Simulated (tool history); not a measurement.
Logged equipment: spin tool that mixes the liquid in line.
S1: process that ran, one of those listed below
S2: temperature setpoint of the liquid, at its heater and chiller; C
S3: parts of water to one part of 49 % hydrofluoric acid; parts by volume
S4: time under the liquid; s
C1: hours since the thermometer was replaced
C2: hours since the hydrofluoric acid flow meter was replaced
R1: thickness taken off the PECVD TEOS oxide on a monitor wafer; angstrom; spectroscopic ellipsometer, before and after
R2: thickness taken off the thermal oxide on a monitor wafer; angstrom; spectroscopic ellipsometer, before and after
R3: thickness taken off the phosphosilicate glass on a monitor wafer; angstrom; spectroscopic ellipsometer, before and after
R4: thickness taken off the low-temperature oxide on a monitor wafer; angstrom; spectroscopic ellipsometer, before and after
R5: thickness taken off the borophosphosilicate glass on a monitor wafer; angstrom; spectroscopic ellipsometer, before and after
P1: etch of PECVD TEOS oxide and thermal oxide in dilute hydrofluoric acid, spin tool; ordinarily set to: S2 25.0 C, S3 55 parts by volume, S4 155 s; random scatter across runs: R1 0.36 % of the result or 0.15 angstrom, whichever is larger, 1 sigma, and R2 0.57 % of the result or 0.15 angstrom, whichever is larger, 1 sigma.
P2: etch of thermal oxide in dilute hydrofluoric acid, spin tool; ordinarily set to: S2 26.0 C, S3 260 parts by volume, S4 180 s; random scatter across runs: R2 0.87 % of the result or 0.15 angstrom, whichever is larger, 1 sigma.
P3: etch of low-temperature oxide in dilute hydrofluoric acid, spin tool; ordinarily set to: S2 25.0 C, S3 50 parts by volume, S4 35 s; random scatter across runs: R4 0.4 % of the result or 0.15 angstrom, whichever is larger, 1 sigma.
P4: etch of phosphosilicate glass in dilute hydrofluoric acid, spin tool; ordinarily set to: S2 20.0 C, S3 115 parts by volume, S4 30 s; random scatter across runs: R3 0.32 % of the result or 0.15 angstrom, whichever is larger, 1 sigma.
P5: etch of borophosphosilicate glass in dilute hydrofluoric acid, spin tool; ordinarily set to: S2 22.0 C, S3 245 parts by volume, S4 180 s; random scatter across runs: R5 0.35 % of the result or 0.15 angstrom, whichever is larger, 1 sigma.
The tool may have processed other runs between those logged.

run 1 hour=6.9 | S1=P1 S2=25.0 S3=55 S4=155 | C1=1189.7 C2=359.8 | R1=368.79 R2=150.830
run 2 hour=17.2 | S1=P2 S2=32.5 S3=260 S4=180 | C1=1200.0 C2=370.1 | R2=38.029
run 3 hour=26.2 | S1=P4 S2=20.0 S3=20 S4=30 | C1=1209.0 C2=379.1 | R3=1099.10
run 4 hour=38.4 | S1=P1 S2=32.5 S3=55 S4=155 | C1=1221.2 C2=391.3 | R1=495.62 R2=204.410
run 5 hour=48.6 | S1=P3 S2=25.0 S3=50 S4=35 | C1=1231.4 C2=401.5 | R4=194.19
run 6 hour=55.5 | S1=P5 S2=22.0 S3=245 S4=180 | C1=1238.3 C2=408.4 | R5=308.010
run 7 hour=63.3 | S1=P4 S2=20.0 S3=115 S4=30 | C1=1246.1 C2=416.2 | R3=170.89
run 8 hour=72.3 | S1=P3 S2=25.0 S3=90 S4=35 | C1=1255.1 C2=425.2 | R4=102.29
run 9 hour=82.4 | S1=P1 S2=29.5 S3=85 S4=155 | C1=1265.2 C2=435.3 | R1=272.30 R2=111.810
run 10 hour=91.9 | S1=P5 S2=22.0 S3=245 S4=15 | C1=1274.7 C2=444.8 | R5=25.744
run 11 hour=98.3 | S1=P1 S2=25.0 S3=55 S4=155 | C1=1281.1 C2=451.2 | R1=369.56 R2=151.990
run 12 hour=106.4 | S1=P2 S2=26.0 S3=260 S4=350 | C1=1289.2 C2=459.3 | R2=59.075
run 13 hour=115.5 | S1=P1 S2=25.0 S3=55 S4=155 | C1=1298.3 C2=468.4 | R1=366.01 R2=152.330
run 14 hour=123.6 | S1=P2 S2=26.0 S3=260 S4=180 | C1=1306.4 C2=476.5 | R2=30.920
run 15 hour=130.6 | S1=P1 S2=20.5 S3=55 S4=155 | C1=1313.4 C2=483.5 | R1=306.12 R2=125.370
run 16 hour=137.2 | S1=P1 S2=25.0 S3=55 S4=80 | C1=1320.0 C2=490.1 | R1=190.18 R2=78.476
run 17 hour=146.2 | S1=P4 S2=20.0 S3=115 S4=55 | C1=1329.0 C2=499.1 | R3=312.00
run 18 hour=156.0 | S1=P1 S2=25.0 S3=35 S4=155 | C1=1338.8 C2=508.9 | R1=593.28 R2=241.960
run 19 hour=166.3 | S1=P1 S2=25.0 S3=55 S4=155 | C1=1349.1 C2=519.2 | R1=367.86 R2=150.650
run 20 hour=172.1 | S1=P2 S2=26.0 S3=470 S4=180 | C1=1354.9 C2=525.0 | R2=13.793
run 21 hour=181.8 | S1=P4 S2=20.0 S3=115 S4=30 | C1=1364.6 C2=534.7 | R3=171.08
run 22 hour=194.4 | S1=P5 S2=17.0 S3=245 S4=180 | C1=1377.2 C2=547.3 | R5=255.220
run 23 hour=203.9 | S1=P3 S2=25.0 S3=50 S4=60 | C1=1386.7 C2=556.8 | R4=329.10
run 24 hour=210.6 | S1=P3 S2=32.5 S3=50 S4=35 | C1=1393.4 C2=563.5 | R4=261.69
run 25 hour=221.1 | S1=P1 S2=25.0 S3=55 S4=155 | C1=1403.9 C2=574.0 | R1=371.31 R2=150.620
run 26 hour=230.4 | S1=P3 S2=25.0 S3=50 S4=35 | C1=1413.2 C2=583.3 | R4=192.74
-- hour=235.9 hydrofluoric acid flow meter replaced
run 27 hour=241.2 | S1=P1 S2=25.0 S3=55 S4=155 | C1=1424.0 C2=5.4 | R1=368.51 R2=150.120
run 28 hour=252.7 | S1=P1 S2=25.0 S3=90 S4=155 | C1=1435.5 C2=16.9 | R1=212.84 R2=87.582
run 29 hour=260.4 | S1=P4 S2=28.5 S3=115 S4=30 | C1=1443.2 C2=24.6 | R3=239.62
run 30 hour=268.7 | S1=P1 S2=25.0 S3=30 S4=35 | C1=1451.5 C2=32.9 | R1=158.18 R2=65.081
run 31 hour=278.9 | S1=P1 S2=25.0 S3=55 S4=270 | C1=1461.7 C2=43.1 | R1=641.09 R2=263.030
run 32 hour=286.6 | S1=P5 S2=22.0 S3=70 S4=180 | C1=1469.4 C2=50.8 | R5=1305.300
run 33 hour=296.4 | S1=P5 S2=22.0 S3=245 S4=180 | C1=1479.2 C2=60.6 | R5=309.340
run 34 hour=303.1 | S1=P1 S2=25.0 S3=55 S4=155 | C1=1485.9 C2=67.3 | R1=369.67 R2=150.540
run 35 hour=314.9 | S1=P1 S2=25.0 S3=55 S4=155 | C1=1497.7 C2=79.1 | R1=368.56 R2=149.880
run 36 hour=324.1 | S1=P1 S2=25.0 S3=55 S4=155 | C1=1506.9 C2=88.3 | R1=353.63 R2=146.750
run 37 hour=336.1 | S1=P1 S2=25.0 S3=55 S4=155 | C1=1518.9 C2=100.3 | R1=344.92 R2=142.450
run 38 hour=347.9 | S1=P1 S2=25.0 S3=55 S4=155 | C1=1530.7 C2=112.1 | R1=341.85 R2=139.180
run 39 hour=358.0 | S1=P1 S2=25.0 S3=55 S4=155 | C1=1540.8 C2=122.2 | R1=338.50 R2=138.170
run 40 hour=366.0 | S1=P1 S2=25.0 S3=55 S4=155 | C1=1548.8 C2=130.2 | R1=340.45 R2=139.370
run 41 hour=377.5 | S1=P1 S2=25.0 S3=55 S4=155 | C1=1560.3 C2=141.7 | R1=338.70 R2=137.590
run 42 hour=388.7 | S1=P1 S2=25.0 S3=55 S4=155 | C1=1571.5 C2=152.9 | R1=337.51 R2=137.480

Something has made what P1 gives creep away from where it was; the 2 causes below, each at its own stated size, fit the log equally well:
A: liquid colder than its thermometer reads (K) = 2.15
B: hydrofluoric acid flow below the setpoint (%) = 7.87
The creep began at about hour 314.9.

You are offered 4 check runs, listed below with question marks in place of their results; each one averages 3 wafers. Which run separates the listed causes by giving clearly different results for each?
run check 1 hour=399.9 | S1=P2 S2=31.5 S3=405 S4=180 | R2=?
run check 2 hour=399.9 | S1=P5 S2=22.0 S3=90 S4=180 | R5=?
run check 3 hour=399.9 | S1=P4 S2=20.0 S3=55 S4=30 | R3=?
run check 4 hour=399.9 | S1=P3 S2=32.0 S3=50 S4=50 | R4=?

What every check run would give for each of its results, assuming each possible cause in turn:
check=check_1 result=R2 if_A=18.948 if_B=17.982
check=check_2 result=R5 if_A=907.100 if_B=904.460
check=check_3 result=R3 if_A=350.11 if_B=351.58
check=check_4 result=R4 if_A=336.16 if_B=334.46
Gap, in per cent, between the two causes that each check separates least, read from the result that separates them most: check 1 5.23 %; check 2 0.29 %; check 3 0.42 %; check 4 0.51 %
Only check 1 tells the causes apart: in the others they would give nearly the same result.

Here is what check 1 returned: R2 17.828 angstrom. Which cause is it?

It is B: hydrofluoric acid flow below the setpoint (%).

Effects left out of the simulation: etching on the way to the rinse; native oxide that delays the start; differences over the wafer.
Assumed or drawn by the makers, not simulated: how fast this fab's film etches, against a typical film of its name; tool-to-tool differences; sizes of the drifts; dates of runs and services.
